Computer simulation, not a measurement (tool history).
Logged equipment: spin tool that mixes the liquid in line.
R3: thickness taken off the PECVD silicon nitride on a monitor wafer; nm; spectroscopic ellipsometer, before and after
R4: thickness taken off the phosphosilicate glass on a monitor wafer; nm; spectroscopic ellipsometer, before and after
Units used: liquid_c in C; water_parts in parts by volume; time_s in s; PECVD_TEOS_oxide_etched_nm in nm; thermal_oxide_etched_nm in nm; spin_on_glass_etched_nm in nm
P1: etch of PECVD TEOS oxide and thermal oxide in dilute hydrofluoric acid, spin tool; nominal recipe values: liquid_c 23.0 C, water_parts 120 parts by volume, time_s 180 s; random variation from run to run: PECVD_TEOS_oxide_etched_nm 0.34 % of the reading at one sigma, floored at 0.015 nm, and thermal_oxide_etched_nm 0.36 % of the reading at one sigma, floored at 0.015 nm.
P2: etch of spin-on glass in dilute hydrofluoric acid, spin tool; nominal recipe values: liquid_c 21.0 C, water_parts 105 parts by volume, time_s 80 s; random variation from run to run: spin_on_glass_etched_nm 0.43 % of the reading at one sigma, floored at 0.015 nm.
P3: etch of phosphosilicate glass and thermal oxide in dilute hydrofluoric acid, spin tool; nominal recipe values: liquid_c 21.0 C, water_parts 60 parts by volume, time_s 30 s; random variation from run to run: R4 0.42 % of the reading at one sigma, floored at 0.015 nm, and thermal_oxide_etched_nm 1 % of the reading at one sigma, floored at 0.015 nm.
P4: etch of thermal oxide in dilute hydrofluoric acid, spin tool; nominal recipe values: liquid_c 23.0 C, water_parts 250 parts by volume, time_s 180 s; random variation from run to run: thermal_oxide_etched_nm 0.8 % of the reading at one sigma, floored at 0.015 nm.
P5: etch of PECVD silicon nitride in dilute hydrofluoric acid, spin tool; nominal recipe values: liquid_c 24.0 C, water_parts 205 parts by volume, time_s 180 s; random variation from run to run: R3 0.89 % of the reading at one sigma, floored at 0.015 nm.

run 1 hour=5.4 | process=P1 liquid_c=23.0 water_parts=120 time_s=180 | PECVD_TEOS_oxide_etched_nm=11.8930 thermal_oxide_etched_nm=6.19360
run 2 hour=9.7 | process=P1 liquid_c=26.0 water_parts=80 time_s=180 | PECVD_TEOS_oxide_etched_nm=20.8640 thermal_oxide_etched_nm=11.02200
run 3 hour=15.9 | process=P5 liquid_c=24.0 water_parts=205 time_s=180 | R3=2.5923
run 4 hour=18.8 | process=P5 liquid_c=24.0 water_parts=55 time_s=180 | R3=9.6430
run 5 hour=22.9 | process=P4 liquid_c=23.0 water_parts=250 time_s=180 | thermal_oxide_etched_nm=3.04040
run 6 hour=28.0 | process=P3 liquid_c=28.0 water_parts=60 time_s=30 | thermal_oxide_etched_nm=2.90770 R4=77.126
run 7 hour=31.2 | process=P5 liquid_c=28.0 water_parts=205 time_s=180 | R3=3.3192
run 8 hour=34.7 | process=P1 liquid_c=17.0 water_parts=120 time_s=180 | PECVD_TEOS_oxide_etched_nm=9.3273 thermal_oxide_etched_nm=4.87230
run 9 hour=38.5 | process=P2 liquid_c=21.0 water_parts=105 time_s=80 | spin_on_glass_etched_nm=21.594
run 10 hour=44.9 | process=P2 liquid_c=21.0 water_parts=105 time_s=145 | spin_on_glass_etched_nm=39.375
run 11 hour=51.0 | process=P3 liquid_c=21.0 water_parts=60 time_s=30 | thermal_oxide_etched_nm=2.21400 R4=57.669
run 12 hour=57.4 | process=P2 liquid_c=29.0 water_parts=105 time_s=80 | spin_on_glass_etched_nm=29.654
run 13 hour=63.8 | process=P4 liquid_c=23.0 water_parts=95 time_s=180 | thermal_oxide_etched_nm=9.25940
run 14 hour=69.1 | process=P3 liquid_c=21.0 water_parts=60 time_s=55 | thermal_oxide_etched_nm=4.11090 R4=106.090
run 15 hour=72.7 | process=P1 liquid_c=23.0 water_parts=120 time_s=180 | PECVD_TEOS_oxide_etched_nm=11.8290 thermal_oxide_etched_nm=6.20640
run 16 hour=76.9 | process=P1 liquid_c=29.5 water_parts=120 time_s=180 | PECVD_TEOS_oxide_etched_nm=15.1710 thermal_oxide_etched_nm=7.90810
run 17 hour=80.7 | process=P3 liquid_c=21.0 water_parts=90 time_s=30 | thermal_oxide_etched_nm=1.43520 R4=37.362
run 18 hour=83.7 | process=P1 liquid_c=23.0 water_parts=120 time_s=350 | PECVD_TEOS_oxide_etched_nm=23.0230 thermal_oxide_etched_nm=12.02900
run 19 hour=86.9 | process=P4 liquid_c=17.0 water_parts=250 time_s=180 | thermal_oxide_etched_nm=2.36220
run 20 hour=93.1 | process=P1 liquid_c=23.0 water_parts=60 time_s=180 | PECVD_TEOS_oxide_etched_nm=25.5560 thermal_oxide_etched_nm=13.34100
run 21 hour=99.2 | process=P1 liquid_c=23.0 water_parts=120 time_s=180 | PECVD_TEOS_oxide_etched_nm=11.8970 thermal_oxide_etched_nm=6.19930
run 22 hour=103.1 | process=P1 liquid_c=23.0 water_parts=120 time_s=180 | PECVD_TEOS_oxide_etched_nm=11.7470 thermal_oxide_etched_nm=6.27000
run 23 hour=108.3 | process=P1 liquid_c=27.0 water_parts=120 time_s=15 | PECVD_TEOS_oxide_etched_nm=1.1358 thermal_oxide_etched_nm=0.60165
run 24 hour=112.6 | process=P1 liquid_c=23.0 water_parts=120 time_s=50 | PECVD_TEOS_oxide_etched_nm=3.3024 thermal_oxide_etched_nm=1.72070
run 25 hour=117.7 | process=P2 liquid_c=21.0 water_parts=105 time_s=80 | spin_on_glass_etched_nm=21.517
run 26 hour=121.3 | process=P1 liquid_c=23.0 water_parts=120 time_s=180 | PECVD_TEOS_oxide_etched_nm=11.8360 thermal_oxide_etched_nm=6.14480
run 27 hour=126.5 | process=P4 liquid_c=23.0 water_parts=250 time_s=40 | thermal_oxide_etched_nm=0.68935
run 28 hour=131.9 | process=P2 liquid_c=21.0 water_parts=180 time_s=80 | spin_on_glass_etched_nm=11.697
run 29 hour=137.0 | process=P5 liquid_c=24.0 water_parts=205 time_s=320 | R3=4.7209
run 30 hour=143.1 | process=P1 liquid_c=23.0 water_parts=120 time_s=180 | PECVD_TEOS_oxide_etched_nm=11.7920 thermal_oxide_etched_nm=6.16580
run 31 hour=147.1 | process=P4 liquid_c=23.0 water_parts=250 time_s=180 | thermal_oxide_etched_nm=2.99820
run 32 hour=152.0 | process=P1 liquid_c=23.0 water_parts=190 time_s=180 | PECVD_TEOS_oxide_etched_nm=6.8917 thermal_oxide_etched_nm=3.61770
run 33 hour=158.5 | process=P1 liquid_c=23.0 water_parts=120 time_s=180 | PECVD_TEOS_oxide_etched_nm=11.7860 thermal_oxide_etched_nm=6.15600
run 34 hour=162.9 | process=P1 liquid_c=23.0 water_parts=120 time_s=180 | PECVD_TEOS_oxide_etched_nm=11.4550 thermal_oxide_etched_nm=6.00380
run 35 hour=167.4 | process=P1 liquid_c=23.0 water_parts=120 time_s=180 | PECVD_TEOS_oxide_etched_nm=11.1960 thermal_oxide_etched_nm=5.83720
run 36 hour=171.2 | process=P1 liquid_c=23.0 water_parts=120 time_s=180 | PECVD_TEOS_oxide_etched_nm=10.9970 thermal_oxide_etched_nm=5.76960
run 37 hour=177.2 | process=P1 liquid_c=23.0 water_parts=120 time_s=180 | PECVD_TEOS_oxide_etched_nm=10.8690 thermal_oxide_etched_nm=5.73420
run 38 hour=181.2 | process=P1 liquid_c=23.0 water_parts=120 time_s=180 | PECVD_TEOS_oxide_etched_nm=10.9100 thermal_oxide_etched_nm=5.71310
run 39 hour=186.3 | process=P1 liquid_c=23.0 water_parts=120 time_s=180 | PECVD_TEOS_oxide_etched_nm=10.8830 thermal_oxide_etched_nm=5.68810
run 40 hour=190.2 | process=P1 liquid_c=23.0 water_parts=120 time_s=180 | PECVD_TEOS_oxide_etched_nm=10.8460 thermal_oxide_etched_nm=5.66380
run 41 hour=193.6 | process=P1 liquid_c=23.0 water_parts=120 time_s=180 | PECVD_TEOS_oxide_etched_nm=10.8880 thermal_oxide_etched_nm=5.68100

What P1 gives has crept away from where it was. These 2 causes fit the log equally well, each at the size given:
A: liquid colder than its thermometer reads (K) = 2.24
B: hydrofluoric acid flow below the setpoint (%) = 7.47
The gradual shift began around hour 158.5.

The 4 check runs listed below each average the results of 2 wafers, and their outcomes are marked with question marks. Under which run would the listed causes produce clearly different results?
run check 1 hour=197.0 | process=P5 liquid_c=27.5 water_parts=205 time_s=280 | R3=?
run check 2 hour=197.0 | process=P3 liquid_c=21.0 water_parts=90 time_s=30 | thermal_oxide_etched_nm=? R4=?
run check 3 hour=197.0 | process=P4 liquid_c=23.0 water_parts=250 time_s=70 | thermal_oxide_etched_nm=?
run check 4 hour=197.0 | process=P2 liquid_c=21.0 water_parts=155 time_s=125 | spin_on_glass_etched_nm=?

If the cause were each of the candidates in turn, the checks would give the following:
check=check_1 result=R3 if_A=4.4208 if_B=4.6943
check=check_2 result=thermal_oxide_etched_nm if_A=1.31290 if_B=1.32170
check=check_2 result=R4 if_A=33.971 if_B=34.197
check=check_3 result=thermal_oxide_etched_nm if_A=1.07580 if_B=1.05940
check=check_4 result=spin_on_glass_etched_nm if_A=19.845 if_B=19.809
Separation of the two closest causes in each check, using whichever result separates them best: check 1 6 %; check 2 0.66 %; check 3 1.53 %; check 4 0.18 %
Check 1 distinguishes between the causes, while the remaining checks would return nearly the same result for all of them.

Check 1 was carried out, with these results: R3 4.6606 nm. Which of the listed causes is responsible?

The correct cause is B, namely: hydrofluoric acid flow below the setpoint (%).

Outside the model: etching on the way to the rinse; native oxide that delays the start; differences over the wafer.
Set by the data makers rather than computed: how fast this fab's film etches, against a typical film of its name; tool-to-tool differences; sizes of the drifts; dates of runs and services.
